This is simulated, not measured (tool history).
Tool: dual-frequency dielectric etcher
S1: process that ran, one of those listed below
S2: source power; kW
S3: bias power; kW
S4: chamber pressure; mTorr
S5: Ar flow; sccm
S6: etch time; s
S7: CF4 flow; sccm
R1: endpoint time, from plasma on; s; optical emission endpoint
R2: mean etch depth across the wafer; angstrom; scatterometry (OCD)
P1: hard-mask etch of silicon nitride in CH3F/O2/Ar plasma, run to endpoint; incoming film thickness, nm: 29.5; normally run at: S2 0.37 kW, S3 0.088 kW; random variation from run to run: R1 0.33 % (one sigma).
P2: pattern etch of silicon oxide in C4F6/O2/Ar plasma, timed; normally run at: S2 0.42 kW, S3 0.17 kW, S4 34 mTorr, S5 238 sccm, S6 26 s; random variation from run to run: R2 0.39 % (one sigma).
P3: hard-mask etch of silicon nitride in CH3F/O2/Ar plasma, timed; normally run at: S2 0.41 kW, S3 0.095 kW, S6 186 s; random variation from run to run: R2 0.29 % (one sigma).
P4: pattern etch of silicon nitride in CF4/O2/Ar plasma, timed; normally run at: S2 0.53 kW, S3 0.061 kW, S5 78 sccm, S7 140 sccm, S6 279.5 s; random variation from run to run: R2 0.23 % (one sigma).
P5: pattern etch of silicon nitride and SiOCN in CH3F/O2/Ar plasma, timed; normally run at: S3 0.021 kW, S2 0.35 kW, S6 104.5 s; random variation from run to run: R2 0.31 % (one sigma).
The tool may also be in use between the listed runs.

Run 1, day 0.225: S1 P1, S2 0.37 kW, S3 0.088 kW. Result: R1 41.582 s.
Run 2, day 0.458: S1 P2, S2 0.42 kW, S3 0.17 kW, S4 34 mTorr, S5 238 sccm, S6 26 s. Result: R2 830.23 angstrom.
Run 3, day 0.629: S1 P4, S2 0.53 kW, S3 0.061 kW, S5 78 sccm, S6 279.5 s, S7 140 sccm. Result: R2 6145.9 angstrom.
Run 4, day 0.825: S1 P1, S2 0.5 kW, S3 0.065 kW. Result: R1 40.977 s.
Run 5, day 1.096: S1 P3, S2 0.41 kW, S3 0.127 kW, S6 186 s. Result: R2 1573.7 angstrom.
At day 1.154: source power generator calibrated.
Run 6, day 1.308: S1 P2, S2 0.42 kW, S3 0.224 kW, S4 34 mTorr, S5 238 sccm, S6 26 s. Result: R2 907.3 angstrom.
Run 7, day 1.488: S1 P2, S2 0.42 kW, S3 0.17 kW, S4 34 mTorr, S5 238 sccm, S6 16.5 s. Result: R2 525.72 angstrom.
Run 8, day 1.742: S1 P5, S2 0.2 kW, S3 0.021 kW, S6 104.5 s. Result: R2 107.49 angstrom.
Run 9, day 1.9: S1 P3, S2 0.41 kW, S3 0.095 kW, S6 237 s. Result: R2 1800.7 angstrom.
Run 10, day 2.067: S1 P2, S2 0.42 kW, S3 0.17 kW, S4 34 mTorr, S5 238 sccm, S6 26 s. Result: R2 829.82 angstrom.
Run 11, day 2.271: S1 P1, S2 0.26 kW, S3 0.088 kW. Result: R1 47.506 s.
Run 12, day 2.429: S1 P1, S2 0.37 kW, S3 0.088 kW. Result: R1 41.559 s.
Run 13, day 2.646: S1 P2, S2 0.42 kW, S3 0.17 kW, S4 27.5 mTorr, S5 238 sccm, S6 26 s. Result: R2 848.64 angstrom.
Run 14, day 2.925: S1 P1, S2 0.37 kW, S3 0.088 kW. Result: R1 41.608 s.
Run 15, day 3.196: S1 P5, S2 0.35 kW, S3 0.021 kW, S6 73 s. Result: R2 90.897 angstrom.
Run 16, day 3.383: S1 P4, S2 0.53 kW, S3 0.061 kW, S5 106 sccm, S6 279.5 s, S7 140 sccm. Result: R2 5964.5 angstrom.
Run 17, day 3.583: S1 P1, S2 0.37 kW, S3 0.088 kW. Result: R1 41.43 s.
Run 18, day 3.812: S1 P4, S2 0.53 kW, S3 0.061 kW, S5 78 sccm, S6 279.5 s, S7 107 sccm. Result: R2 5973 angstrom.
Run 19, day 4.021: S1 P5, S2 0.35 kW, S3 0.021 kW, S6 104.5 s. Result: R2 130.03 angstrom.
Run 20, day 4.192: S1 P1, S2 0.37 kW, S3 0.071 kW. Result: R1 44.531 s.
Run 21, day 4.396: S1 P1, S2 0.37 kW, S3 0.088 kW. Result: R1 41.711 s.
Run 22, day 4.596: S1 P5, S2 0.35 kW, S3 0.026 kW, S6 104.5 s. Result: R2 143.43 angstrom.
Run 23, day 4.9: S1 P1, S2 0.49 kW, S3 0.088 kW. Result: R1 37.301 s.
At day 5.033: bias power generator calibrated.
Run 24, day 5.204: S1 P4, S2 0.53 kW, S3 0.061 kW, S5 78 sccm, S6 279.5 s, S7 140 sccm. Result: R2 6128.5 angstrom.
Run 25, day 5.438: S1 P1, S2 0.37 kW, S3 0.105 kW. Result: R1 39.095 s.
Run 26, day 5.596: S1 P2, S2 0.42 kW, S3 0.17 kW, S4 34 mTorr, S5 156 sccm, S6 26 s. Result: R2 870.08 angstrom.
Run 27, day 5.825: S1 P1, S2 0.37 kW, S3 0.088 kW. Result: R1 41.71 s.
Run 28, day 5.962: S1 P4, S2 0.53 kW, S3 0.079 kW, S5 78 sccm, S6 279.5 s, S7 140 sccm. Result: R2 6759.7 angstrom.
Run 29, day 6.246: S1 P1, S2 0.37 kW, S3 0.088 kW. Result: R1 41.398 s.
Run 30, day 6.45: S1 P4, S2 0.67 kW, S3 0.061 kW, S5 78 sccm, S6 279.5 s, S7 140 sccm. Result: R2 7547 angstrom.
Run 31, day 6.758: S1 P5, S2 0.35 kW, S3 0.021 kW, S6 104.5 s. Result: R2 129.02 angstrom.
Run 32, day 7.033: S1 P3, S2 0.26 kW, S3 0.095 kW, S6 186 s. Result: R2 1191.1 angstrom.
Run 33, day 7.254: S1 P3, S2 0.41 kW, S3 0.095 kW, S6 186 s. Result: R2 1414.9 angstrom.
Run 34, day 7.446: S1 P2, S2 0.53 kW, S3 0.17 kW, S4 34 mTorr, S5 238 sccm, S6 26 s. Result: R2 912.15 angstrom.
Run 35, day 7.646: S1 P4, S2 0.53 kW, S3 0.061 kW, S5 78 sccm, S6 201.5 s, S7 140 sccm. Result: R2 4433.9 angstrom.
Run 36, day 7.817: S1 P1, S2 0.37 kW, S3 0.088 kW. Result: R1 41.517 s.
Run 37, day 8.092: S1 P1, S2 0.37 kW, S3 0.088 kW. Result: R1 41.153 s.
Run 38, day 8.283: S1 P1, S2 0.37 kW, S3 0.088 kW. Result: R1 41.061 s.
Run 39, day 8.575: S1 P1, S2 0.37 kW, S3 0.088 kW. Result: R1 41.065 s.
Run 40, day 8.804: S1 P1, S2 0.37 kW, S3 0.088 kW. Result: R1 40.856 s.
Run 41, day 9.096: S1 P1, S2 0.37 kW, S3 0.088 kW. Result: R1 40.788 s.
Run 42, day 9.3: S1 P1, S2 0.37 kW, S3 0.088 kW. Result: R1 40.895 s.
Run 43, day 9.608: S1 P1, S2 0.37 kW, S3 0.088 kW. Result: R1 40.998 s.
At day 9.638: wet clean of the chamber.
Run 44, day 9.821: S1 P1, S2 0.37 kW, S3 0.088 kW. Result: R1 40.805 s.
Run 45, day 9.962: S1 P1, S2 0.37 kW, S3 0.088 kW. Result: R1 40.908 s.
Run 46, day 10.188: S1 P1, S2 0.37 kW, S3 0.088 kW. Result: R1 40.928 s.
Run 47, day 10.4: S1 P1, S2 0.37 kW, S3 0.088 kW. Result: R1 41 s.

What P1 gives has crept away from where it was. These 2 causes fit the log equally well, each at the size given:
A: bias power that arrives over what is set, % = 4.63
B: source power that arrives over what is set, % = 4.46
The creep began at about day 7.817.
Why every other cause is out:
chamber walls in a state that raises the etch rate, %: serviced at day 9.638, which brought nothing back

4 check runs are offered, one wafer each, their results left as question marks. Which one tells the causes apart?
Run check 1, day 10.612: S1 P3, S2 0.28 kW, S3 0.123 kW, S6 186 s. Result: R2 ?.
Run check 2, day 10.612: S1 P5, S2 0.21 kW, S3 0.021 kW, S6 104.5 s. Result: R2 ?.
Run check 3, day 10.612: S1 P2, S2 0.51 kW, S3 0.221 kW, S4 34 mTorr, S5 238 sccm, S6 26 s. Result: R2 ?.
Run check 4, day 10.612: S1 P4, S2 0.53 kW, S3 0.061 kW, S5 103 sccm, S6 279.5 s, S7 114 sccm. Result: R2 ?.

What each check would give under each cause:
  check  result    if A    if B
check 1      R2  1379.5  1377.2
check 2      R2  111.47  110.81
check 3      R2  987.91  990.03
check 4      R2  5953.9  6077.3
How far apart the two closest causes lie, in the result that separates them most: check 1 0.17 %; check 2 0.6 %; check 3 0.21 %; check 4 2.05 %
Only check 4 tells the causes apart: in the others they would give nearly the same result.

Check 4 was then run and gave: R2 5963.9 angstrom. Which cause is it?

It is A: bias power that arrives over what is set, %.

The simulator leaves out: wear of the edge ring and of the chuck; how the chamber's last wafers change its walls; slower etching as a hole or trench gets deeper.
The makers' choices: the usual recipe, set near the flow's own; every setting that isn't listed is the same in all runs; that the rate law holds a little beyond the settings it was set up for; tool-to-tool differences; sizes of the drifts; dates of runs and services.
